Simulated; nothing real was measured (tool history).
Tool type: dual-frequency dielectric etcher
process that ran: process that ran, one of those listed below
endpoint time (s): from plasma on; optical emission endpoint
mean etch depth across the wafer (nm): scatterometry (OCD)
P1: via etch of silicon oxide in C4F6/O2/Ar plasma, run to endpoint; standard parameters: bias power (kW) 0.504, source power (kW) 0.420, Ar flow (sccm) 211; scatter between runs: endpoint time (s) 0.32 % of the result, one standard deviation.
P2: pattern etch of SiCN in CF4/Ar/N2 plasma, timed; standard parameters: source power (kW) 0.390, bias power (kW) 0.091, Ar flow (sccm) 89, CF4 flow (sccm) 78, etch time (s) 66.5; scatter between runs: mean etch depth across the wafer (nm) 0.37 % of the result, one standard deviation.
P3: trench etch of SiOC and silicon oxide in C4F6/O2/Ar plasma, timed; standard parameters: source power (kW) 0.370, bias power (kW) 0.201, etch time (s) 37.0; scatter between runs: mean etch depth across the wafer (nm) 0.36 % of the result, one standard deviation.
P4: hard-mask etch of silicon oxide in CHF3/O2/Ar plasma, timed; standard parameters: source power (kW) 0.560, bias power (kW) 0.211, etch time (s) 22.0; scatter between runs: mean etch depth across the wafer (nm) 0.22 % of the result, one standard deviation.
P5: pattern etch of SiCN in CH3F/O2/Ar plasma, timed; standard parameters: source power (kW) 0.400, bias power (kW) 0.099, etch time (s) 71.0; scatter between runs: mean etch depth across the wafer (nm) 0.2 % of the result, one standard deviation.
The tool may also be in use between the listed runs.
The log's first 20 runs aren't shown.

| run | hour | process that ran | bias power (kW) | source power (kW) | Ar flow (sccm) | etch time (s) | CF4 flow (sccm) | endpoint time (s) | mean etch depth across the wafer (nm) |
|---|---|---|---|---|---|---|---|---|---|
| 21 | 220.2 | P5 | 0.099 | 0.400 |  | 41.0 |  |  | 17.656 |
| 22 | 233.4 | P1 | 0.504 | 0.580 | 144 |  |  | 24.404 |  |
| 23 | 247.2 | P1 | 0.504 | 0.420 | 294 |  |  | 29.824 |  |
| 24 | 260.9 | P1 | 0.504 | 0.420 | 211 |  |  | 28.817 |  |
| 25 | 269.6 | P1 | 0.504 | 0.420 | 211 |  |  | 28.715 |  |
| 26 | 277.5 | P2 | 0.091 | 0.390 | 89 | 66.5 | 78 |  | 56.579 |
| 27 | 291.0 | P3 | 0.201 | 0.270 |  | 37.0 |  |  | 66.091 |
| 28 | 303.4 | P4 | 0.211 | 0.780 |  | 22.0 |  |  | 51.110 |
| 29 | 309.7 | P4 | 0.275 | 0.560 |  | 22.0 |  |  | 49.838 |
| 30 | 318.4 | P2 | 0.091 | 0.390 | 89 | 50.5 | 78 |  | 42.724 |

What will run 31 give?
| 31 | 327.4 | P2 | 0.091 | 0.390 | 89 | 66.5 | 56 |  | ? |

{"run 31": {"mean etch depth across the wafer (nm)": 53.791}}
